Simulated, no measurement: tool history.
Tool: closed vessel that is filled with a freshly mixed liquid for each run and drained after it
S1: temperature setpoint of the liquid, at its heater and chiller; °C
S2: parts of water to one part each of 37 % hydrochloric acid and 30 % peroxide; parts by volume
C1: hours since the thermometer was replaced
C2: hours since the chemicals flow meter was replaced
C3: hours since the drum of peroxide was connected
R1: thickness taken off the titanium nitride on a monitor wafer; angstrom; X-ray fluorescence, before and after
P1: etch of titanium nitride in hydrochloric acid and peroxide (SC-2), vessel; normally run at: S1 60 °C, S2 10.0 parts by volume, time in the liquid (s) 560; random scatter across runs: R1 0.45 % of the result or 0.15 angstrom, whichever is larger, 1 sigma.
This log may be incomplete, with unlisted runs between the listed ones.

run 1 hour=4.0 | S1=60 S2=10.0 time_in_the_liquid_(s)=560 | C1=56.2 C2=581.2 C3=345.8 | R1=171.530
run 2 hour=8.3 | S1=60 S2=10.0 time_in_the_liquid_(s)=560 | C1=60.5 C2=585.5 C3=350.1 | R1=172.300
run 3 hour=10.9 | S1=71 S2=10.0 time_in_the_liquid_(s)=560 | C1=63.1 C2=588.1 C3=352.7 | R1=335.960
-- hour=12.5 chemicals flow meter replaced
run 4 hour=12.9 | S1=60 S2=10.0 time_in_the_liquid_(s)=560 | C1=65.1 C2=0.5 C3=354.7 | R1=173.220
run 5 hour=15.7 | S1=60 S2=13.5 time_in_the_liquid_(s)=230 | C1=67.9 C2=3.3 C3=357.5 | R1=54.388
-- hour=16.5 new drum of peroxide connected
run 6 hour=18.2 | S1=44 S2=10.0 time_in_the_liquid_(s)=560 | C1=70.4 C2=5.8 C3=1.7 | R1=59.913
run 7 hour=20.8 | S1=60 S2=4.0 time_in_the_liquid_(s)=560 | C1=73.0 C2=8.4 C3=4.3 | R1=344.450
run 8 hour=23.5 | S1=60 S2=10.0 time_in_the_liquid_(s)=560 | C1=75.7 C2=11.1 C3=7.0 | R1=171.340
run 9 hour=26.2 | S1=46 S2=10.0 time_in_the_liquid_(s)=1045 | C1=78.4 C2=13.8 C3=9.7 | R1=128.460
run 10 hour=28.4 | S1=60 S2=10.0 time_in_the_liquid_(s)=90 | C1=80.6 C2=16.0 C3=11.9 | R1=27.752
run 11 hour=32.4 | S1=60 S2=10.0 time_in_the_liquid_(s)=1060 | C1=84.6 C2=20.0 C3=15.9 | R1=328.870
run 12 hour=34.2 | S1=60 S2=10.0 time_in_the_liquid_(s)=560 | C1=86.4 C2=21.8 C3=17.7 | R1=171.970
run 13 hour=36.8 | S1=60 S2=14.5 time_in_the_liquid_(s)=560 | C1=89.0 C2=24.4 C3=20.3 | R1=124.860

What does the tool deliver on the next run?
run 14 hour=39.0 | S1=60 S2=17.0 time_in_the_liquid_(s)=130 | C1=91.2 C2=26.6 C3=22.5 | R1=?

Run 14 measured R1 25.359 angstrom.

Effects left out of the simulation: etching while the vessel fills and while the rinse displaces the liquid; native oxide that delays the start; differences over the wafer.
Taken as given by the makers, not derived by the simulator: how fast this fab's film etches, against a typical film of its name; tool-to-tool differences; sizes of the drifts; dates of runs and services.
